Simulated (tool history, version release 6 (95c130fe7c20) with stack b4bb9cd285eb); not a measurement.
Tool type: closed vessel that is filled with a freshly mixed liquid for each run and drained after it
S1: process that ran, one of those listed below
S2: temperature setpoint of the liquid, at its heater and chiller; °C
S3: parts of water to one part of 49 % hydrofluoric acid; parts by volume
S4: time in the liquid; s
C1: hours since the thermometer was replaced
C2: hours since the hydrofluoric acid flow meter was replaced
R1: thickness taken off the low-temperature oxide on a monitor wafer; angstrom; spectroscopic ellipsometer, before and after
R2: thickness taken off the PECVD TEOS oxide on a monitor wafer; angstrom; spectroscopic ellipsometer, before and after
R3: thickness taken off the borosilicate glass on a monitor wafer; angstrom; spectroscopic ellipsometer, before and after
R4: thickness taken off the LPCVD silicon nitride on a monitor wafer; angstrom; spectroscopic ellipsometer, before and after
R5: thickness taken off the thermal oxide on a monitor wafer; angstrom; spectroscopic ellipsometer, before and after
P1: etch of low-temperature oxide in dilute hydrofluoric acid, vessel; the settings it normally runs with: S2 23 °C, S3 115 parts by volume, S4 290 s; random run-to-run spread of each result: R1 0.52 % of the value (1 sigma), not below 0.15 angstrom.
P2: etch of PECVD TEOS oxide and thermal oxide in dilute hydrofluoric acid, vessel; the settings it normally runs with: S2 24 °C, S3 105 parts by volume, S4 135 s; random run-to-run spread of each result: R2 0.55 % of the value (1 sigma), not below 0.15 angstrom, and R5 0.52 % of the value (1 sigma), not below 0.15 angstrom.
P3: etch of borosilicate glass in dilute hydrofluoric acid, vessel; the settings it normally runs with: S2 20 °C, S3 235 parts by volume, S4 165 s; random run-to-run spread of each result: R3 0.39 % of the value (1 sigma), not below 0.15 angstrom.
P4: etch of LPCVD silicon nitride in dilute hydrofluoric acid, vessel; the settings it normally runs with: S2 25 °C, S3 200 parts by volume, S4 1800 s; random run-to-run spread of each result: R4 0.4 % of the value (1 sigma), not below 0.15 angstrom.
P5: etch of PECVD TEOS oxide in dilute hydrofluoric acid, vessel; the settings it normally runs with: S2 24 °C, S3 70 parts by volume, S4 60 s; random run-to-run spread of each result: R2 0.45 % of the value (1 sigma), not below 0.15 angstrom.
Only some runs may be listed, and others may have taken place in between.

Run 1, day 0.35: S1 P1, S2 23 °C, S3 115 parts by volume, S4 290 s; C1 552.4; C2 946.6. Result: R1 482.5 angstrom.
Run 2, day 0.817: S1 P5, S2 30 °C, S3 70 parts by volume, S4 60 s; C1 563.6; C2 957.8. Result: R2 96.705 angstrom.
Run 3, day 1.442: S1 P1, S2 23 °C, S3 115 parts by volume, S4 585 s; C1 578.6; C2 972.8. Result: R1 985.86 angstrom.
Run 4, day 2.054: S1 P3, S2 20 °C, S3 60 parts by volume, S4 165 s; C1 593.3; C2 987.5. Result: R3 1029 angstrom.
Run 5, day 2.533: S1 P3, S2 20 °C, S3 235 parts by volume, S4 165 s; C1 604.8; C2 999. Result: R3 218.18 angstrom.
Run 6, day 3.179: S1 P1, S2 23 °C, S3 115 parts by volume, S4 290 s; C1 620.3; C2 1014.5. Result: R1 484.96 angstrom.
Run 7, day 3.892: S1 P4, S2 25 °C, S3 200 parts by volume, S4 1800 s; C1 637.4; C2 1031.6. Result: R4 50.031 angstrom.
Run 8, day 4.3: S1 P4, S2 29.5 °C, S3 200 parts by volume, S4 1800 s; C1 647.2; C2 1041.4. Result: R4 65.832 angstrom.
Run 9, day 5.017: S1 P1, S2 23 °C, S3 115 parts by volume, S4 290 s; C1 664.4; C2 1058.6. Result: R1 488.74 angstrom.
Run 10, day 5.433: S1 P1, S2 23 °C, S3 75 parts by volume, S4 470 s; C1 674.4; C2 1068.6. Result: R1 1267.6 angstrom.
Run 11, day 6.121: S1 P1, S2 23 °C, S3 115 parts by volume, S4 290 s; C1 690.9; C2 1085.1. Result: R1 481.89 angstrom.
Run 12, day 6.638: S1 P2, S2 24 °C, S3 105 parts by volume, S4 35 s; C1 703.3; C2 1097.5. Result: R2 46.572 angstrom, R5 15.411 angstrom.
Run 13, day 7.033: S1 P2, S2 24 °C, S3 105 parts by volume, S4 135 s; C1 712.8; C2 1107. Result: R2 179.19 angstrom, R5 59.343 angstrom.
Run 14, day 7.35: S1 P1, S2 23 °C, S3 195 parts by volume, S4 290 s; C1 720.4; C2 1114.6. Result: R1 260.93 angstrom.
Run 15, day 7.721: S1 P5, S2 24 °C, S3 40 parts by volume, S4 60 s; C1 729.3; C2 1123.5. Result: R2 137.96 angstrom.
Run 16, day 8.204: S1 P3, S2 20 °C, S3 235 parts by volume, S4 165 s; C1 740.9; C2 1135.1. Result: R3 217.76 angstrom.
Run 17, day 8.671: S1 P4, S2 25 °C, S3 200 parts by volume, S4 825 s; C1 752.1; C2 1146.3. Result: R4 23.053 angstrom.
Run 18, day 9.158: S1 P3, S2 23.5 °C, S3 235 parts by volume, S4 165 s; C1 763.8; C2 1158. Result: R3 247.54 angstrom.
At day 9.567: hydrofluoric acid flow meter replaced.
Run 19, day 9.621: S1 P1, S2 23 °C, S3 75 parts by volume, S4 495 s; C1 774.9; C2 1.4. Result: R1 1324.5 angstrom.
Run 20, day 9.971: S1 P5, S2 24 °C, S3 70 parts by volume, S4 30 s; C1 783.3; C2 9.8. Result: R2 37.606 angstrom.
Run 21, day 10.421: S1 P1, S2 23 °C, S3 115 parts by volume, S4 290 s; C1 794.1; C2 20.6. Result: R1 488.21 angstrom.
Run 22, day 11.138: S1 P1, S2 23 °C, S3 35 parts by volume, S4 290 s; C1 811.3; C2 37.8. Result: R1 1759.3 angstrom.
Run 23, day 11.838: S1 P2, S2 24 °C, S3 175 parts by volume, S4 135 s; C1 828.1; C2 54.6. Result: R2 99.059 angstrom, R5 32.858 angstrom.
Run 24, day 12.433: S1 P2, S2 17 °C, S3 105 parts by volume, S4 135 s; C1 842.4; C2 68.9. Result: R2 135.66 angstrom, R5 44.351 angstrom.
Run 25, day 12.825: S1 P1, S2 18.5 °C, S3 115 parts by volume, S4 290 s; C1 851.8; C2 78.3. Result: R1 404.7 angstrom.
Run 26, day 13.242: S1 P1, S2 19 °C, S3 115 parts by volume, S4 465 s; C1 861.8; C2 88.3. Result: R1 660.48 angstrom.
Run 27, day 13.579: S1 P4, S2 25 °C, S3 355 parts by volume, S4 1800 s; C1 869.9; C2 96.4. Result: R4 28.139 angstrom.
Run 28, day 13.925: S1 P5, S2 24 °C, S3 70 parts by volume, S4 60 s; C1 878.2; C2 104.7. Result: R2 76.262 angstrom.
Run 29, day 14.271: S1 P1, S2 23 °C, S3 115 parts by volume, S4 45 s; C1 886.5; C2 113. Result: R1 74.913 angstrom.
Run 30, day 14.996: S1 P3, S2 20 °C, S3 235 parts by volume, S4 75 s; C1 903.9; C2 130.4. Result: R3 98.767 angstrom.

Run 31 has not been measured yet. What should we expect?
Run 31, day 15.442: S1 P1, S2 28 °C, S3 115 parts by volume, S4 290 s; C1 914.6; C2 141.1. Result: R1 ?.

{"run 31": {"R1": 591.2}}
